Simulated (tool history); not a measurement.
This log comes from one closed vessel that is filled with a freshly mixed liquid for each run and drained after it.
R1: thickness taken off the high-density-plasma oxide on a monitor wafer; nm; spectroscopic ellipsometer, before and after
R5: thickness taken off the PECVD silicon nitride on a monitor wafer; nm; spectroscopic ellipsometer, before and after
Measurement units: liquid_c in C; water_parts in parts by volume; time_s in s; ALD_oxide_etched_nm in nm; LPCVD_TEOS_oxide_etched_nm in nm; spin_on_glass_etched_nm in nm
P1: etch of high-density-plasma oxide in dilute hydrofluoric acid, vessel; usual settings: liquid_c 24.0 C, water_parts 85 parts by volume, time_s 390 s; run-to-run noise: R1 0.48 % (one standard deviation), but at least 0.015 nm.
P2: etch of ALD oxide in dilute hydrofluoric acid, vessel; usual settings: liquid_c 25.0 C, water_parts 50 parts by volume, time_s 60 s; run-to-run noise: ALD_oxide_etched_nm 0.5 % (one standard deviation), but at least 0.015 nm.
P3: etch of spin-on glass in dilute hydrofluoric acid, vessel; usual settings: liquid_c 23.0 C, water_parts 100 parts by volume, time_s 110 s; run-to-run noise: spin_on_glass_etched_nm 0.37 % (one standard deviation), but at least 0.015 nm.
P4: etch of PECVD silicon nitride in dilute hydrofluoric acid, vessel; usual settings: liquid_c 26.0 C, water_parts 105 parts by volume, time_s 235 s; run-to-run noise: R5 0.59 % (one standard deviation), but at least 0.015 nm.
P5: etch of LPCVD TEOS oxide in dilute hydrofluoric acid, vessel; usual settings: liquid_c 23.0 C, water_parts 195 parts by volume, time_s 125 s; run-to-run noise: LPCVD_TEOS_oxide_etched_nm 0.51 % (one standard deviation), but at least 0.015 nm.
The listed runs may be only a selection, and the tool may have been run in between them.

run 1 hour=4.2 | process=P1 liquid_c=24.0 water_parts=85 time_s=390 | R1=39.747
run 2 hour=8.4 | process=P2 liquid_c=25.0 water_parts=50 time_s=60 | ALD_oxide_etched_nm=38.547
run 3 hour=12.4 | process=P5 liquid_c=23.0 water_parts=195 time_s=125 | LPCVD_TEOS_oxide_etched_nm=13.553
run 4 hour=14.8 | process=P1 liquid_c=24.0 water_parts=85 time_s=390 | R1=39.173
run 5 hour=18.2 | process=P1 liquid_c=24.0 water_parts=85 time_s=390 | R1=39.586
run 6 hour=22.6 | process=P1 liquid_c=24.0 water_parts=85 time_s=390 | R1=39.512
run 7 hour=26.7 | process=P1 liquid_c=24.0 water_parts=60 time_s=750 | R1=111.470
run 8 hour=28.9 | process=P1 liquid_c=19.0 water_parts=40 time_s=390 | R1=71.787
run 9 hour=32.1 | process=P1 liquid_c=24.0 water_parts=85 time_s=390 | R1=39.529
run 10 hour=34.6 | process=P2 liquid_c=31.5 water_parts=50 time_s=60 | ALD_oxide_etched_nm=49.723
run 11 hour=38.9 | process=P5 liquid_c=23.0 water_parts=195 time_s=240 | LPCVD_TEOS_oxide_etched_nm=26.069
run 12 hour=41.6 | process=P3 liquid_c=23.0 water_parts=165 time_s=110 | spin_on_glass_etched_nm=19.666
run 13 hour=45.2 | process=P1 liquid_c=24.0 water_parts=150 time_s=390 | R1=20.714
run 14 hour=48.9 | process=P2 liquid_c=25.0 water_parts=80 time_s=60 | ALD_oxide_etched_nm=22.818
run 15 hour=51.0 | process=P4 liquid_c=18.5 water_parts=105 time_s=235 | R5=3.5484
run 16 hour=54.1 | process=P5 liquid_c=27.0 water_parts=195 time_s=125 | LPCVD_TEOS_oxide_etched_nm=15.608
run 17 hour=56.6 | process=P2 liquid_c=25.0 water_parts=50 time_s=60 | ALD_oxide_etched_nm=38.667
run 18 hour=60.5 | process=P5 liquid_c=23.0 water_parts=75 time_s=125 | LPCVD_TEOS_oxide_etched_nm=40.082
run 19 hour=64.0 | process=P3 liquid_c=29.0 water_parts=100 time_s=110 | spin_on_glass_etched_nm=43.846
run 20 hour=67.7 | process=P3 liquid_c=23.0 water_parts=100 time_s=110 | spin_on_glass_etched_nm=34.892
run 21 hour=70.0 | process=P2 liquid_c=25.0 water_parts=50 time_s=115 | ALD_oxide_etched_nm=74.019
run 22 hour=74.1 | process=P4 liquid_c=26.0 water_parts=105 time_s=130 | R5=3.2686
-- hour=74.5 thermometer replaced
run 23 hour=77.7 | process=P1 liquid_c=24.0 water_parts=50 time_s=390 | R1=69.948
run 24 hour=80.9 | process=P4 liquid_c=26.0 water_parts=25 time_s=235 | R5=24.2870
run 25 hour=84.8 | process=P3 liquid_c=23.0 water_parts=100 time_s=205 | spin_on_glass_etched_nm=64.998
run 26 hour=87.4 | process=P4 liquid_c=26.0 water_parts=105 time_s=235 | R5=5.9267
run 27 hour=90.5 | process=P1 liquid_c=17.5 water_parts=85 time_s=390 | R1=30.250
run 28 hour=92.6 | process=P1 liquid_c=31.5 water_parts=85 time_s=390 | R1=52.659
run 29 hour=94.5 | process=P1 liquid_c=24.0 water_parts=85 time_s=625 | R1=63.324
run 30 hour=98.6 | process=P3 liquid_c=23.0 water_parts=100 time_s=110 | spin_on_glass_etched_nm=34.991
run 31 hour=100.5 | process=P1 liquid_c=24.0 water_parts=85 time_s=110 | R1=11.177
run 32 hour=104.1 | process=P1 liquid_c=24.0 water_parts=85 time_s=390 | R1=39.340
run 33 hour=107.5 | process=P1 liquid_c=24.0 water_parts=85 time_s=390 | R1=40.355
run 34 hour=110.1 | process=P1 liquid_c=24.0 water_parts=85 time_s=390 | R1=40.786
run 35 hour=113.5 | process=P1 liquid_c=24.0 water_parts=85 time_s=390 | R1=41.635
run 36 hour=117.9 | process=P1 liquid_c=24.0 water_parts=85 time_s=390 | R1=42.193
run 37 hour=121.1 | process=P1 liquid_c=24.0 water_parts=85 time_s=390 | R1=41.986
run 38 hour=125.0 | process=P1 liquid_c=24.0 water_parts=85 time_s=390 | R1=42.188
run 39 hour=128.8 | process=P1 liquid_c=24.0 water_parts=85 time_s=390 | R1=42.482
run 40 hour=131.4 | process=P1 liquid_c=24.0 water_parts=85 time_s=390 | R1=42.576
run 41 hour=134.1 | process=P1 liquid_c=24.0 water_parts=85 time_s=390 | R1=42.770
run 42 hour=136.7 | process=P1 liquid_c=24.0 water_parts=85 time_s=390 | R1=42.694
run 43 hour=140.9 | process=P1 liquid_c=24.0 water_parts=85 time_s=390 | R1=42.912

P1 no longer gives what it gave before; its output has crept away from where it was. The following 2 causes, each at its listed size, fit the log equally well:
A: hydrofluoric acid flow above the setpoint (%) = 7.55
B: liquid hotter than its thermometer reads (K) = 2.03
The process output started creeping at around hour 104.1.

Consider the 4 single-wafer check runs listed below, results given as question marks: which one distinguishes between the causes by giving clearly different results for each?
run check 1 hour=145.1 | process=P4 liquid_c=19.5 water_parts=105 time_s=135 | R5=?
run check 2 hour=145.1 | process=P3 liquid_c=23.0 water_parts=155 time_s=110 | spin_on_glass_etched_nm=?
run check 3 hour=145.1 | process=P5 liquid_c=26.0 water_parts=120 time_s=125 | LPCVD_TEOS_oxide_etched_nm=?
run check 4 hour=145.1 | process=P2 liquid_c=28.0 water_parts=50 time_s=60 | ALD_oxide_etched_nm=?

If the cause were each of the candidates in turn, the checks would give the following:
check=check_1 result=R5 if_A=2.3599 if_B=2.5220
check=check_2 result=spin_on_glass_etched_nm if_A=23.113 if_B=22.938
check=check_3 result=LPCVD_TEOS_oxide_etched_nm if_A=29.079 if_B=28.895
check=check_4 result=ALD_oxide_etched_nm if_A=46.826 if_B=46.936
Minimum pairwise separation of causes per check, each pair taken at its best-separating result: check 1 6.64 %; check 2 0.76 %; check 3 0.63 %; check 4 0.23 %
Only in check 1 would the causes give clearly different results; in the remaining checks their results would be nearly the same.

Check 1 was carried out, with these results: R5 2.4003 nm. Which of the listed causes is responsible?

Of the candidate causes, it is A: hydrofluoric acid flow above the setpoint (%).

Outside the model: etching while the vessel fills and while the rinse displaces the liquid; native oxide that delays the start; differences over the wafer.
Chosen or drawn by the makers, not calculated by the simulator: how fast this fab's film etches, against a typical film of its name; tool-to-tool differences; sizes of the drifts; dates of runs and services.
